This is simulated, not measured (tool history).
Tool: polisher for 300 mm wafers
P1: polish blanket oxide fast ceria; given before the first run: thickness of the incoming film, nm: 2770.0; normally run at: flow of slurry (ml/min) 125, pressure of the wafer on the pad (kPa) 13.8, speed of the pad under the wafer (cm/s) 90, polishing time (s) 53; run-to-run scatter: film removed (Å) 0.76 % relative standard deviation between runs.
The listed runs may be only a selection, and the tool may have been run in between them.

run   hour  flow of slurry (ml/min)  pressure of the wafer on the pad (kPa)  speed of the pad under the wafer (cm/s)  polishing time (s)  film removed (Å)
  1      8                      125                                    13.8                                       90                  53            5957.2
  2   15.8                      125                                    13.8                                       90                  53            6045.3
  3   21.9                      125                                    13.8                                       90                  53            6038.4
  4     33                       80                                    13.8                                       90                  53            5371.1
  5   40.4                      125                                    13.8                                       90                  81            9278.2
  6   48.5                      125                                    13.8                                       40                  53            2665.9
  7   56.8                      125                                    17.9                                       90                  53            7879.2
  8   67.5                       75                                    13.8                                       50                  53              2956
  9   73.9                      125                                    13.8                                      124                  53            8311.6
 10   85.5                      125                                    13.8                                       90                  53            6088.7
 11   91.5                      125                                    13.8                                       90                  53            6104.4
 12   99.1                      185                                    13.8                                       90                  53            6467.7
 13  107.7                      125                                     7.6                                       90                  53            3353.2
 14  114.2                      125                                    13.8                                       90                  53            6010.4
 15  126.8                      125                                    13.8                                       90                  24            2732.3
 16  134.6                      125                                    13.8                                       90                  53            6075.2
 17    145                      125                                    13.8                                       90                  53            5765.5
 18  151.5                      125                                    13.8                                       90                  53            5761.5
 19  160.4                      125                                    13.8                                       90                  53            5610.4
     165.9  -- head pressure recalibrated
 20  167.1                      125                                    13.8                                       90                  53            5727.1
 21  180.1                      125                                    13.8                                       90                  53            5590.5
 22  193.3                      125                                    13.8                                       90                  53            5518.5
 23    200                      125                                    13.8                                       90                  53            5519.4
 24  211.6                      125                                    13.8                                       90                  53            5449.8

Compared with where it was, what P1 gives has crept away. Each cause listed below fits the log as well as the rest, at the size given for it:
A: removal rate lost through wear of the pad, % = 8.78
B: slurry flow missing at the pad, % = 31.4
The drift started at roughly hour 134.6.
Why every other cause is out:
head's pressure below its setpoint, %: was serviced at hour 165.9, once the creep was under way, yet the earlier output never came back

The list below offers 4 check runs, each averaging the results of 5 wafers, and shows each result as a question mark. For which of them would the listed causes give clearly different results?
check 1  223.2                      125                                    13.8                                       58                  39                 ?
check 2  223.2                      175                                    13.8                                       90                  53                 ?
check 3  223.2                      125                                    17.2                                       90                  72                 ?
check 4  223.2                      125                                    13.8                                       42                  53                 ?

Expected result of each check under each candidate cause:
  check            result    if A    if B
check 1  film removed (Å)  2615.4  2614.9
check 2  film removed (Å)  5853.2  5995.1
check 3  film removed (Å)  9365.4  9363.9
check 4  film removed (Å)  2573.7  2573.3
Distance between the nearest two causes, measured in the result of the check that separates them most: check 1 0.02 %; check 2 2.4 %; check 3 0.02 %; check 4 0.02 %
Check 2 distinguishes between the causes, while the remaining checks would return nearly the same result for all of them.

With check 2 done, the readings were: film removed (Å) 5885.5. Identify which of the listed causes applies.

It is A: removal rate lost through wear of the pad, %.
